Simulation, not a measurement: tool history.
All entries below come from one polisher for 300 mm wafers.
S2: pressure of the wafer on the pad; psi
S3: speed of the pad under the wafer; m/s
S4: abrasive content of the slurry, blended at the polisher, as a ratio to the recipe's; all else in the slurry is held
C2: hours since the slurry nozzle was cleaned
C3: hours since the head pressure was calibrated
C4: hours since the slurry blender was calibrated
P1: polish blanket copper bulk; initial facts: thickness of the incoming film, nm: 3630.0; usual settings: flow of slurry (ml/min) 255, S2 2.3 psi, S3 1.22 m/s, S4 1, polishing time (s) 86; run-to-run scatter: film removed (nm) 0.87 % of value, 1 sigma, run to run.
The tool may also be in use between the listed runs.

run 1 hour=6.8 | flow_of_slurry_(ml/min)=255 S2=2.3 S3=1.22 S4=1 polishing_time_(s)=86 | wafers_polished_on_this_pad=837 C2=45.2 C3=152 C4=41.8 | film_removed_(nm)=716.92
run 2 hour=12.3 | flow_of_slurry_(ml/min)=255 S2=2.3 S3=1.22 S4=1 polishing_time_(s)=56 | wafers_polished_on_this_pad=905 C2=50.7 C3=157.5 C4=47.3 | film_removed_(nm)=468.9
run 3 hour=18.2 | flow_of_slurry_(ml/min)=255 S2=2.3 S3=0.76 S4=1 polishing_time_(s)=86 | wafers_polished_on_this_pad=978 C2=56.6 C3=163.4 C4=53.2 | film_removed_(nm)=446.83
run 4 hour=23.7 | flow_of_slurry_(ml/min)=155 S2=2.3 S3=1.22 S4=1 polishing_time_(s)=86 | wafers_polished_on_this_pad=1046 C2=62.1 C3=168.9 C4=58.7 | film_removed_(nm)=670.89
run 5 hour=30.9 | flow_of_slurry_(ml/min)=255 S2=2.3 S3=1.22 S4=1 polishing_time_(s)=86 | wafers_polished_on_this_pad=1135 C2=69.3 C3=176.1 C4=65.9 | film_removed_(nm)=715.81
-- hour=34.6 worn pad replaced by a new one
run 6 hour=37.1 | flow_of_slurry_(ml/min)=190 S2=2.3 S3=1.22 S4=1 polishing_time_(s)=116 | wafers_polished_on_this_pad=31 C2=75.5 C3=182.3 C4=72.1 | film_removed_(nm)=936.15
run 7 hour=43.8 | flow_of_slurry_(ml/min)=255 S2=2.3 S3=1.22 S4=1 polishing_time_(s)=86 | wafers_polished_on_this_pad=113 C2=82.2 C3=189 C4=78.8 | film_removed_(nm)=716.52
-- hour=46.7 slurry nozzle cleaned
run 8 hour=50.1 | flow_of_slurry_(ml/min)=255 S2=2.3 S3=1.22 S4=1 polishing_time_(s)=86 | wafers_polished_on_this_pad=191 C2=3.5 C3=195.3 C4=85.1 | film_removed_(nm)=718.41
run 9 hour=54.6 | flow_of_slurry_(ml/min)=255 S2=2.3 S3=1.22 S4=1.45 polishing_time_(s)=86 | wafers_polished_on_this_pad=247 C2=8 C3=199.8 C4=89.6 | film_removed_(nm)=760.25
run 10 hour=58.7 | flow_of_slurry_(ml/min)=255 S2=3.6 S3=1.22 S4=1 polishing_time_(s)=86 | wafers_polished_on_this_pad=297 C2=12.1 C3=203.9 C4=93.7 | film_removed_(nm)=1124.3
run 11 hour=63.6 | flow_of_slurry_(ml/min)=340 S2=2.3 S3=1.22 S4=1 polishing_time_(s)=86 | wafers_polished_on_this_pad=358 C2=17 C3=208.8 C4=98.6 | film_removed_(nm)=746.74
run 12 hour=68.3 | flow_of_slurry_(ml/min)=255 S2=2.3 S3=1.22 S4=1 polishing_time_(s)=122 | wafers_polished_on_this_pad=416 C2=21.7 C3=213.5 C4=103.3 | film_removed_(nm)=1035.4
run 13 hour=71.5 | flow_of_slurry_(ml/min)=255 S2=2.3 S3=1.22 S4=1 polishing_time_(s)=86 | wafers_polished_on_this_pad=455 C2=24.9 C3=216.7 C4=106.5 | film_removed_(nm)=720.1
run 14 hour=74.9 | flow_of_slurry_(ml/min)=255 S2=2.3 S3=1.22 S4=0.75 polishing_time_(s)=86 | wafers_polished_on_this_pad=497 C2=28.3 C3=220.1 C4=109.9 | film_removed_(nm)=679.29
run 15 hour=80.9 | flow_of_slurry_(ml/min)=255 S2=2.3 S3=1.86 S4=1 polishing_time_(s)=86 | wafers_polished_on_this_pad=572 C2=34.3 C3=226.1 C4=115.9 | film_removed_(nm)=1096.7
run 16 hour=88.2 | flow_of_slurry_(ml/min)=255 S2=1.2 S3=1.22 S4=1 polishing_time_(s)=86 | wafers_polished_on_this_pad=662 C2=41.6 C3=233.4 C4=123.2 | film_removed_(nm)=371.98
run 17 hour=93 | flow_of_slurry_(ml/min)=255 S2=2.3 S3=1.22 S4=1 polishing_time_(s)=86 | wafers_polished_on_this_pad=721 C2=46.4 C3=238.2 C4=128 | film_removed_(nm)=715.39
run 18 hour=96.4 | flow_of_slurry_(ml/min)=255 S2=2.3 S3=1.22 S4=1 polishing_time_(s)=86 | wafers_polished_on_this_pad=763 C2=49.8 C3=241.6 C4=131.4 | film_removed_(nm)=694.97
run 19 hour=100.2 | flow_of_slurry_(ml/min)=255 S2=2.3 S3=1.22 S4=1 polishing_time_(s)=86 | wafers_polished_on_this_pad=810 C2=53.6 C3=245.4 C4=135.2 | film_removed_(nm)=697.01
-- hour=107.2 worn pad replaced by a new one
-- hour=107.2 slurry blender recalibrated
run 20 hour=107.6 | flow_of_slurry_(ml/min)=255 S2=2.3 S3=1.22 S4=1 polishing_time_(s)=86 | wafers_polished_on_this_pad=5 C2=61 C3=252.8 C4=0.4 | film_removed_(nm)=696.72
run 21 hour=114.8 | flow_of_slurry_(ml/min)=255 S2=2.3 S3=1.22 S4=1 polishing_time_(s)=86 | wafers_polished_on_this_pad=94 C2=68.2 C3=260 C4=7.6 | film_removed_(nm)=691.64
run 22 hour=118.6 | flow_of_slurry_(ml/min)=255 S2=2.3 S3=1.22 S4=1 polishing_time_(s)=86 | wafers_polished_on_this_pad=141 C2=72 C3=263.8 C4=11.4 | film_removed_(nm)=674.26
run 23 hour=123 | flow_of_slurry_(ml/min)=255 S2=2.3 S3=1.22 S4=1 polishing_time_(s)=86 | wafers_polished_on_this_pad=195 C2=76.4 C3=268.2 C4=15.8 | film_removed_(nm)=678.47

What P1 gives has crept off from where it sat before. The 2 causes that follow fit the log equally well, each at the size noted:
A: slurry flow missing at the pad, % = 33.1
B: head's pressure below its setpoint, % = 5
Onset of the creep was near hour 93.
What rules out each remaining cause:
removal rate lost through wear of the pad, %: work on it at hour 107.2, done after the drift set in, did not restore what the process gave before
abrasive missing from the slurry, %: work on it at hour 107.2, done after the drift set in, did not restore what the process gave before

You are offered 4 check runs, listed below with question marks in place of their results; each one averages 5 wafers. Which run separates the listed causes by giving clearly different results for each?
run check 1 hour=127.4 | flow_of_slurry_(ml/min)=255 S2=2.3 S3=1.64 S4=1 polishing_time_(s)=115 | film_removed_(nm)=?
run check 2 hour=127.4 | flow_of_slurry_(ml/min)=255 S2=2.9 S3=1.22 S4=1.3 polishing_time_(s)=86 | film_removed_(nm)=?
run check 3 hour=127.4 | flow_of_slurry_(ml/min)=155 S2=2.3 S3=1.22 S4=1 polishing_time_(s)=86 | film_removed_(nm)=?
run check 4 hour=127.4 | flow_of_slurry_(ml/min)=255 S2=2.3 S3=1.22 S4=1.4 polishing_time_(s)=86 | film_removed_(nm)=?

Expected result of each check under each candidate cause:
check=check_1 result=film_removed_(nm) if_A=1223.2 if_B=1223.1
check=check_2 result=film_removed_(nm) if_A=908.38 if_B=908.31
check=check_3 result=film_removed_(nm) if_A=617.82 if_B=636.59
check=check_4 result=film_removed_(nm) if_A=732.38 if_B=732.32
Per check, the gap between the least separated pair of causes, taken in the result that splits them most: check 1 0.01 %; check 2 0.01 %; check 3 2.99 %; check 4 0.01 %
Check 3 tells the causes apart: in the others they would give nearly the same result.

Then check 3 was run and gave: film removed (nm) 631.71. Which cause is it?

The correct cause is B, namely: head's pressure below its setpoint, %.

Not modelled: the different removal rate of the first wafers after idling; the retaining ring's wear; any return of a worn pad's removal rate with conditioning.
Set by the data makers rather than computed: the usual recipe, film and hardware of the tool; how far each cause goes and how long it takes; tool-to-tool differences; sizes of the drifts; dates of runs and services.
